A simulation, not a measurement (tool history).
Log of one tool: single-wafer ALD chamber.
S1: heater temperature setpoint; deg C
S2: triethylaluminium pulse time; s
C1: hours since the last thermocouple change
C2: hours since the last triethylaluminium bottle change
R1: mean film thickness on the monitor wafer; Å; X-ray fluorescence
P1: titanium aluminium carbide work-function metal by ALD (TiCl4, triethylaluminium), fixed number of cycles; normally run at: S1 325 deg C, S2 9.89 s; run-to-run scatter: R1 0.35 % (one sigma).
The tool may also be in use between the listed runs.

Run 1, hour 4.3: S1 325 deg C, S2 9.89 s; C1 563.8; C2 736.5. Result: R1 22.162 Å.
Run 2, hour 7.7: S1 343 deg C, S2 13.56 s; C1 567.2; C2 739.9. Result: R1 24.361 Å.
Run 3, hour 9.9: S1 325 deg C, S2 9.89 s; C1 569.4; C2 742.1. Result: R1 22.064 Å.
Run 4, hour 14.3: S1 325 deg C, S2 9.89 s; C1 573.8; C2 746.5. Result: R1 22.1 Å.
Run 5, hour 18.2: S1 345 deg C, S2 9.89 s; C1 577.7; C2 750.4. Result: R1 23.796 Å.
At hour 20: thermocouple changed; heater temperature recalibrated.
Run 6, hour 22.1: S1 325 deg C, S2 9.89 s; C1 2.2; C2 754.3. Result: R1 22.207 Å.
Run 7, hour 25: S1 301 deg C, S2 9.89 s; C1 5.1; C2 757.2. Result: R1 19.838 Å.
Run 8, hour 29: S1 325 deg C, S2 16.15 s; C1 9.1; C2 761.2. Result: R1 22.803 Å.
Run 9, hour 32.3: S1 325 deg C, S2 9.89 s; C1 12.4; C2 764.5. Result: R1 22 Å.
Run 10, hour 36.9: S1 325 deg C, S2 4.71 s; C1 17; C2 769.1. Result: R1 18.237 Å.
Run 11, hour 41.3: S1 325 deg C, S2 9.89 s; C1 21.4; C2 773.5. Result: R1 22.148 Å.

Run 12 comes next. What will it give?
Run 12, hour 43.3: S1 325 deg C, S2 9.89 s; C1 23.4; C2 775.5. Result: R1 ?.

R1: 22.043 Å

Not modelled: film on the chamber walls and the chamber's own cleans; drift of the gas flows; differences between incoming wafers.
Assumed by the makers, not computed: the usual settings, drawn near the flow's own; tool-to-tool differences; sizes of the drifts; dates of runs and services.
